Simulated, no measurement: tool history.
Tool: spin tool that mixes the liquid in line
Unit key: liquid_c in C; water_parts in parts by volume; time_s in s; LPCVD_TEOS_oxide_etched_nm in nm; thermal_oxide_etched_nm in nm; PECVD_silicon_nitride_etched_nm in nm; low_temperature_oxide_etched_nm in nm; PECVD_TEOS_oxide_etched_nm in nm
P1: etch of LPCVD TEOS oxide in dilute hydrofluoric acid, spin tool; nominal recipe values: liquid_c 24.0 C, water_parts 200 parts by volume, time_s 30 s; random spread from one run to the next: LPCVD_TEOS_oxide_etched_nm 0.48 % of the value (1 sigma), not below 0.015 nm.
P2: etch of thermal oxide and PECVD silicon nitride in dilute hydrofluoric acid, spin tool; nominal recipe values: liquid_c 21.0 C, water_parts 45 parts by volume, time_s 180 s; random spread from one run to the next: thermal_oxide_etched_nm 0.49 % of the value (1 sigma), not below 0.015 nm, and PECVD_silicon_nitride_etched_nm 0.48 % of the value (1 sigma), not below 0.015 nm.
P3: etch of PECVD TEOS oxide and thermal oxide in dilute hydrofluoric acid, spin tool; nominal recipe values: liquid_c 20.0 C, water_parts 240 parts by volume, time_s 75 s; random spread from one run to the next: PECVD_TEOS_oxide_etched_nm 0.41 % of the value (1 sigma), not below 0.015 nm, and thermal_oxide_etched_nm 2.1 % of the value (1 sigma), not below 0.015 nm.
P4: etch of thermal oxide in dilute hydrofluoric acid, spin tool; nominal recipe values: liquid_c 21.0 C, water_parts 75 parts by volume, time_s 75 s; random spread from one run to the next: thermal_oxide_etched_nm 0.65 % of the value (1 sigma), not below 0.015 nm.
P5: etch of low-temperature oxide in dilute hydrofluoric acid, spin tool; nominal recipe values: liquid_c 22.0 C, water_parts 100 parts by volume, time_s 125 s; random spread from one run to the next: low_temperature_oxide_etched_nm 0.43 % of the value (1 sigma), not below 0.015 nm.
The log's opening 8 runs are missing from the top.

| run | hour | process | liquid_c | water_parts | time_s | LPCVD_TEOS_oxide_etched_nm | thermal_oxide_etched_nm | PECVD_silicon_nitride_etched_nm | low_temperature_oxide_etched_nm | PECVD_TEOS_oxide_etched_nm |
|---|---|---|---|---|---|---|---|---|---|---|
|  | 83.2 | thermometer replaced |
| 9 | 84.1 | P2 | 21.0 | 20 | 180 |  | 42.96100 | 20.245 |  |  |
| 10 | 93.7 | P5 | 17.0 | 100 | 125 |  |  |  | 10.738 |  |
| 11 | 100.8 | P4 | 21.0 | 110 | 75 |  | 2.84840 |  |  |  |
| 12 | 106.9 | P1 | 24.0 | 200 | 15 | 3.1938 |  |  |  |  |
| 13 | 117.6 | P2 | 26.5 | 45 | 180 |  | 23.08200 | 13.539 |  |  |
| 14 | 124.6 | P1 | 24.0 | 110 | 50 | 21.5300 |  |  |  |  |
| 15 | 131.2 | P3 | 17.0 | 240 | 75 |  | 1.00170 |  |  | 5.9685 |
| 16 | 142.6 | P1 | 24.0 | 290 | 60 | 7.9889 |  |  |  |  |
| 17 | 148.4 | P1 | 24.0 | 95 | 30 | 15.1670 |  |  |  |  |
| 18 | 156.1 | P3 | 20.0 | 240 | 75 |  | 1.12450 |  |  | 6.7134 |
| 19 | 162.6 | P1 | 29.5 | 200 | 15 | 3.9116 |  |  |  |  |
| 20 | 175.5 | P1 | 18.0 | 200 | 30 | 5.0888 |  |  |  |  |
| 21 | 181.4 | P1 | 31.0 | 200 | 30 | 8.2212 |  |  |  |  |
| 22 | 190.3 | P4 | 21.0 | 75 | 75 |  | 4.34070 |  |  |  |
| 23 | 201.1 | P4 | 21.0 | 75 | 75 |  | 4.34770 |  |  |  |

Estimate the outcome of run 24 from the log above:
| 24 | 207.6 | P1 | 24.0 | 290 | 30 | ? |  |  |  |  |

LPCVD_TEOS_oxide_etched_nm: 4.0367 nm

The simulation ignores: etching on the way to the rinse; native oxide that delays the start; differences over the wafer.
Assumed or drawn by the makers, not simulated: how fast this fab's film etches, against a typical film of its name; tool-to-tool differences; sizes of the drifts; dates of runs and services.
